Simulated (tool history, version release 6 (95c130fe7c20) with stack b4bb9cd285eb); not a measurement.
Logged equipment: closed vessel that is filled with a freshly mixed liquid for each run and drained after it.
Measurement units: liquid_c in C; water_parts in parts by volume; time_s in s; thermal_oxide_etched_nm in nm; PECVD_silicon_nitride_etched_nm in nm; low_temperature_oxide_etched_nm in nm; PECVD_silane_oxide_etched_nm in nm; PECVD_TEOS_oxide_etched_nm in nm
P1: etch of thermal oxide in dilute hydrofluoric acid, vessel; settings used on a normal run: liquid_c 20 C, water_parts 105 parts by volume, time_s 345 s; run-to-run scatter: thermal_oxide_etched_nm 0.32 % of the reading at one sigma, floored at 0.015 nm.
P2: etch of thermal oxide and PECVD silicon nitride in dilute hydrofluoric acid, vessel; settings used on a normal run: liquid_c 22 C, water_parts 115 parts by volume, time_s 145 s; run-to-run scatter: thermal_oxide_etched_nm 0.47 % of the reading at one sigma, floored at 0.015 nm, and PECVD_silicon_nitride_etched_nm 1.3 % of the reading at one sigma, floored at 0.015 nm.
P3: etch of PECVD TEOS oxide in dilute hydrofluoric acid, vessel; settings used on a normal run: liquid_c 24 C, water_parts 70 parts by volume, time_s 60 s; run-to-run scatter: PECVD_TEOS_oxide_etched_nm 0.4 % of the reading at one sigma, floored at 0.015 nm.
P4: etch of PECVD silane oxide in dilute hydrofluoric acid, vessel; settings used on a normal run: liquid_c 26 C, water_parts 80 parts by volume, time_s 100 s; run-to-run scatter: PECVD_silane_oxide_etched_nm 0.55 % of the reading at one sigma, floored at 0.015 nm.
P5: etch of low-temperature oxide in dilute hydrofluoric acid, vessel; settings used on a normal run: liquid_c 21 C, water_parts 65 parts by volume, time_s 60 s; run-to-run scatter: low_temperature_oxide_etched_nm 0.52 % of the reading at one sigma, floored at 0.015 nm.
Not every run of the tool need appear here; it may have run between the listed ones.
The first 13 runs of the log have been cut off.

| run | day | process | liquid_c | water_parts | time_s | hours since the thermometer was replaced | hours since the hydrofluoric acid flow meter was replaced | thermal_oxide_etched_nm | PECVD_silicon_nitride_etched_nm | low_temperature_oxide_etched_nm | PECVD_silane_oxide_etched_nm | PECVD_TEOS_oxide_etched_nm |
|---|---|---|---|---|---|---|---|---|---|---|---|---|
| 14 | 6.479 | P1 | 20 | 175 | 345 | 291.8 | 411.1 | 7.1774 |  |  |  |  |
| 15 | 7.162 | P1 | 20 | 50 | 345 | 308.2 | 427.5 | 28.78 |  |  |  |  |
| 16 | 7.812 | P1 | 20 | 105 | 345 | 323.8 | 443.1 | 12.776 |  |  |  |  |
| 17 | 8.129 | P3 | 24 | 70 | 90 | 331.4 | 450.7 |  |  |  |  | 23.237 |
| 18 | 8.775 | P3 | 24 | 70 | 60 | 346.9 | 466.2 |  |  |  |  | 15.419 |
| 19 | 9.112 | P1 | 20 | 105 | 345 | 355 | 474.3 | 12.903 |  |  |  |  |
| 20 | 9.796 | P5 | 21 | 65 | 30 | 371.4 | 490.7 |  |  | 14.707 |  |  |
| 21 | 10.238 | P1 | 20 | 105 | 345 | 382 | 501.3 | 12.885 |  |  |  |  |
| 22 | 10.725 | P1 | 17 | 105 | 345 | 393.7 | 513 | 11.423 |  |  |  |  |
| 23 | 11.408 | P4 | 26 | 80 | 100 | 410.1 | 529.4 |  |  |  | 41.779 |  |
| 24 | 12.092 | P3 | 24 | 130 | 60 | 426.5 | 545.8 |  |  |  |  | 7.7448 |

Run 25 has not been measured yet. What should we expect?
| 25 | 12.767 | P1 | 23.5 | 140 | 345 | 442.7 | 562 | ? |  |  |  |  |

thermal_oxide_etched_nm: 10.639 nm
